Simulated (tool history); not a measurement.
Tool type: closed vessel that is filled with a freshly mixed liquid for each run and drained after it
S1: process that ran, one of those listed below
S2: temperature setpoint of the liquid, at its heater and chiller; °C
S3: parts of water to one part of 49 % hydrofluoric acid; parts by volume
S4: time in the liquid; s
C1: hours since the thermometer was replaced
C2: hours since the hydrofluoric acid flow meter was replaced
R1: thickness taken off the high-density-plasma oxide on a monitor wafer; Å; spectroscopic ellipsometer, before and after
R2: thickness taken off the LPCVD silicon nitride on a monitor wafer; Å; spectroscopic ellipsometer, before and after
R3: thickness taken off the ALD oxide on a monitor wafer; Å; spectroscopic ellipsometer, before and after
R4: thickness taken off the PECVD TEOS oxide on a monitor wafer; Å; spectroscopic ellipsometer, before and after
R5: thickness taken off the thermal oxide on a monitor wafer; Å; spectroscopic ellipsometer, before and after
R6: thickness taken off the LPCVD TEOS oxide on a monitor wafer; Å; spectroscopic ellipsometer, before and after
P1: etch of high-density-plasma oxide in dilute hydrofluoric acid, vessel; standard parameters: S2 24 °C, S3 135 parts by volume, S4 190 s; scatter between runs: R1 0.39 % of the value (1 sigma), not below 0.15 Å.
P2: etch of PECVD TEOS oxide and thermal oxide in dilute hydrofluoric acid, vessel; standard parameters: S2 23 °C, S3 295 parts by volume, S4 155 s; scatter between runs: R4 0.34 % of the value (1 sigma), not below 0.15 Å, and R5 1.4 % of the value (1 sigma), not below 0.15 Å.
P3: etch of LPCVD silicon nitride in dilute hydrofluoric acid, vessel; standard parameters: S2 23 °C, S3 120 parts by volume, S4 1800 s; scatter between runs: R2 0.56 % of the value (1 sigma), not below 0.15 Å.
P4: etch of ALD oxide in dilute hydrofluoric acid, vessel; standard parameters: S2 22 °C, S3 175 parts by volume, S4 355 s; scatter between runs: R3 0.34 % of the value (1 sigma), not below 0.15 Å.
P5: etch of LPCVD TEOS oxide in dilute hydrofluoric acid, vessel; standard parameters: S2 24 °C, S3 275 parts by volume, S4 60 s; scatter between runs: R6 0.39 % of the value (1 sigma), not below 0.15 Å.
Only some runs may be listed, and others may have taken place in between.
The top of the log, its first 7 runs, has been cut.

run,day,S1,S2,S3,S4,C1,C2,R1,R2,R3,R4,R5,R6
8,3.875,P1,20,230,190,271.3,1903.1,60.385,,,,,
9,4.608,P5,24,275,60,288.9,1920.7,,,,,,63.234
10,5.1,P1,17,135,110,300.7,1932.5,57.996,,,,,
11,5.488,P1,24,135,190,310,1941.8,132.23,,,,,
12,5.808,P4,22,175,30,317.7,1949.5,,,19.332,,,
13,6.508,P1,27.5,135,330,334.5,1966.3,262.34,,,,,
14,7.046,P2,23,295,70,347.4,1979.2,,,,36.566,9.0178,
15,7.392,P1,24,20,190,355.7,1987.5,1028,,,,,
16,7.946,P1,24,135,190,369,2000.8,132.35,,,,,
17,8.35,P4,22,175,355,378.7,2010.5,,,227.88,,,
18,8.742,P5,24,410,60,388.1,2019.9,,,,,,37.502
# day 9.142: hydrofluoric acid flow meter replaced
19,9.458,P4,26.5,175,355,405.3,7.7,,,270.37,,,
20,10.112,P2,23,85,155,421,23.4,,,,353.48,88.713,
21,10.438,P1,19.5,135,190,428.8,31.2,109.97,,,,,
22,11.125,P1,24,135,190,445.3,47.7,131.93,,,,,
23,11.521,P1,30,135,190,454.8,57.2,165.45,,,,,
24,11.908,P5,17.5,275,60,464.1,66.5,,,,,,49.686
25,12.621,P3,23,55,1800,481.2,83.6,,155.61,,,,
26,12.983,P2,19,295,155,489.9,92.3,,,,70.424,17.417,
27,13.333,P3,23,120,2900,498.3,100.7,,117.71,,,,
28,13.812,P1,24,205,190,509.8,112.2,80.441,,,,,
29,14.271,P2,23,295,155,520.8,123.2,,,,81.317,20.175,

Run 30 has not been measured yet. What should we expect?
30,14.817,P1,24,135,355,533.9,136.3,?,,,,,

R1: 246.97 Å
